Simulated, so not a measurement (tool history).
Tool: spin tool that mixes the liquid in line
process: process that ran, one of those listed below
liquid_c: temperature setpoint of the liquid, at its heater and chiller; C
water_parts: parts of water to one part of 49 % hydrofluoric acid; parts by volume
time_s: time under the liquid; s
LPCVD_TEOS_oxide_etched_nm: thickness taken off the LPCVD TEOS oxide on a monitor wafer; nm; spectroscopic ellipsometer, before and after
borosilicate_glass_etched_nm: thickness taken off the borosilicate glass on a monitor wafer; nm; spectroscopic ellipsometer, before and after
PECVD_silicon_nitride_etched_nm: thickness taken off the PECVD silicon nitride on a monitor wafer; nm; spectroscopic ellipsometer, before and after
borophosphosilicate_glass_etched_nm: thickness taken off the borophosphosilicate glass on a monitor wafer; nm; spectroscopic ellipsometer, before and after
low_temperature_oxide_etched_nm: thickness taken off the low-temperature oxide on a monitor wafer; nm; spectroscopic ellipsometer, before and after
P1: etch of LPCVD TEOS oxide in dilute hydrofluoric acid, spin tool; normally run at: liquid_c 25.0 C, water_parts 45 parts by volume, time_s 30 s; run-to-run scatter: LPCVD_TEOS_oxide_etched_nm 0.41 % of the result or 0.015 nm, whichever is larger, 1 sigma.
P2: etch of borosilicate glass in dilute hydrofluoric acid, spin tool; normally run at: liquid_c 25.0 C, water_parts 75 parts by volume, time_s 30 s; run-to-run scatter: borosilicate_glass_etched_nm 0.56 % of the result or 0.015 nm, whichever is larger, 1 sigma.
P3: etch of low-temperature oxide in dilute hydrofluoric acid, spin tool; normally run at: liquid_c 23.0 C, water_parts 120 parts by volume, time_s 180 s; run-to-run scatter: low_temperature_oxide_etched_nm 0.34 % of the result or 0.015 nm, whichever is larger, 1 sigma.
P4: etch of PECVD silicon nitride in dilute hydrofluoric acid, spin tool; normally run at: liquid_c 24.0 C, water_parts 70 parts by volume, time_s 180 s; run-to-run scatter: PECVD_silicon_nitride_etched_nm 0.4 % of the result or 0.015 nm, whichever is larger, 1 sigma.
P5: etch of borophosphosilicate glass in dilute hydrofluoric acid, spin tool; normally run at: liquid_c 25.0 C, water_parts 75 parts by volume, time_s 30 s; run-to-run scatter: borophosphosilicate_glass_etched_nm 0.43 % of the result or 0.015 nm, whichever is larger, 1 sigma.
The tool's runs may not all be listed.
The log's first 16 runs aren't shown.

run,day,process,liquid_c,water_parts,time_s,LPCVD_TEOS_oxide_etched_nm,borosilicate_glass_etched_nm,PECVD_silicon_nitride_etched_nm,borophosphosilicate_glass_etched_nm,low_temperature_oxide_etched_nm
17,5.288,P1,30.0,60,30,36.844,,,,
18,5.612,P5,25.0,75,30,,,,16.578,
19,6.004,P4,24.0,70,180,,,5.71470,,
20,6.329,P1,25.0,45,30,41.162,,,,
21,6.521,P3,23.0,120,365,,,,,44.701
22,6.892,P3,17.0,120,180,,,,,17.338
23,7.125,P1,25.0,45,60,81.618,,,,
24,7.554,P4,30.0,70,180,,,8.51520,,
25,7.958,P1,25.0,45,30,40.847,,,,
26,8.208,P3,23.0,200,180,,,,,12.101
27,8.442,P1,18.5,45,30,31.149,,,,
28,8.725,P3,23.0,120,180,,,,,22.006
29,9.121,P5,25.0,75,30,,,,16.568,

Forecast run 30:
30,9.471,P4,24.0,70,20,,,?,,

PECVD_silicon_nitride_etched_nm: 0.62605 nm
